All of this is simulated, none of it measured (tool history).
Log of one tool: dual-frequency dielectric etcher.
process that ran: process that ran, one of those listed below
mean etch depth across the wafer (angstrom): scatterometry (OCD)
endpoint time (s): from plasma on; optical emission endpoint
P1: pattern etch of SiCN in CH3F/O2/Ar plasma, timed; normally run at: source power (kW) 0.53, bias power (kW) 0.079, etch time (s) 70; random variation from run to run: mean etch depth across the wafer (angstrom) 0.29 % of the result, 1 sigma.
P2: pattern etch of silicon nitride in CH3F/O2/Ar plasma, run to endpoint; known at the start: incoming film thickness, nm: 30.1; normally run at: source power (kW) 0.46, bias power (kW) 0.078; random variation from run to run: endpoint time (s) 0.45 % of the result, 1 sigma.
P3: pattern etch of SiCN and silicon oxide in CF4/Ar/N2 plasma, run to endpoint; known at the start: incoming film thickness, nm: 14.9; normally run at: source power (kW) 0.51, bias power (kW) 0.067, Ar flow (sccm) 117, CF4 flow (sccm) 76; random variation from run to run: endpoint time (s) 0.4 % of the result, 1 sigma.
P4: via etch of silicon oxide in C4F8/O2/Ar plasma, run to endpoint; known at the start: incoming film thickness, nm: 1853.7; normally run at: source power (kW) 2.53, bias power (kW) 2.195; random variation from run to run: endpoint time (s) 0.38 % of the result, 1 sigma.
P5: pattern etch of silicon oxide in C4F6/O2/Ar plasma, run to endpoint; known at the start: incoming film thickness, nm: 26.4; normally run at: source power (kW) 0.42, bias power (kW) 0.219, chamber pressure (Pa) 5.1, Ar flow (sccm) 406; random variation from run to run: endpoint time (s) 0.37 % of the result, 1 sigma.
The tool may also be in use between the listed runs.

run,hour,process that ran,source power (kW),bias power (kW),etch time (s),Ar flow (sccm),CF4 flow (sccm),chamber pressure (Pa),mean etch depth across the wafer (angstrom),endpoint time (s)
1,3.3,P1,0.53,0.079,70,,,,296.35,
2,7.3,P3,0.51,0.067,,117,48,,,17.178
3,10.4,P2,0.28,0.078,,,,,,48.268
4,12.8,P5,0.42,0.219,,288,,5.1,,7.6033
5,15.9,P3,0.51,0.067,,75,76,,,15.069
6,20.5,P4,2.53,2.195,,,,,,303.68
7,24.2,P2,0.46,0.045,,,,,,47.186
8,29.6,P1,0.64,0.079,70,,,,317.81,
9,32.1,P1,0.53,0.057,70,,,,267.02,
10,36.2,P1,0.53,0.079,70,,,,296.74,
11,40,P1,0.53,0.079,70,,,,296.61,
12,45.3,P5,0.42,0.219,,406,,5.1,,7.9175
13,47.9,P1,0.53,0.079,70,,,,297.77,
14,52.1,P5,0.42,0.219,,406,,5.1,,7.9212
# hour 52.6: wet clean of the chamber
15,54.7,P3,0.3,0.067,,117,76,,,25.723
16,57.6,P1,0.53,0.079,70,,,,296.14,
17,62,P5,0.26,0.219,,406,,5.1,,9.5363
18,65.5,P1,0.53,0.103,70,,,,325.24,
19,68,P5,0.42,0.15,,406,,5.1,,8.9357
20,73.5,P2,0.46,0.078,,,,,,39.701
21,76.5,P3,0.51,0.042,,117,76,,,18.474
22,81.5,P3,0.51,0.067,,117,76,,,15.959
23,87,P1,0.53,0.079,70,,,,297.36,
24,91.1,P5,0.42,0.219,,406,,4,,7.7117
25,95,P4,2.53,1.569,,,,,,333.73
26,99.9,P1,0.53,0.079,92,,,,390.16,
27,102.9,P1,0.33,0.079,39,,,,138.15,
28,107.1,P1,0.53,0.079,70,,,,297.02,
29,112.2,P1,0.34,0.079,70,,,,251.82,
30,115.9,P1,0.4,0.079,54,,,,206.21,
31,119.9,P1,0.53,0.079,45.5,,,,193.51,
32,124.9,P2,0.46,0.078,,,,,,39.942
33,127.7,P4,1.92,2.195,,,,,,340.54

Forecast run 34:
34,132.5,P1,0.53,0.079,70,,,,?,

Run 34 gave mean etch depth across the wafer (angstrom) 297.25.
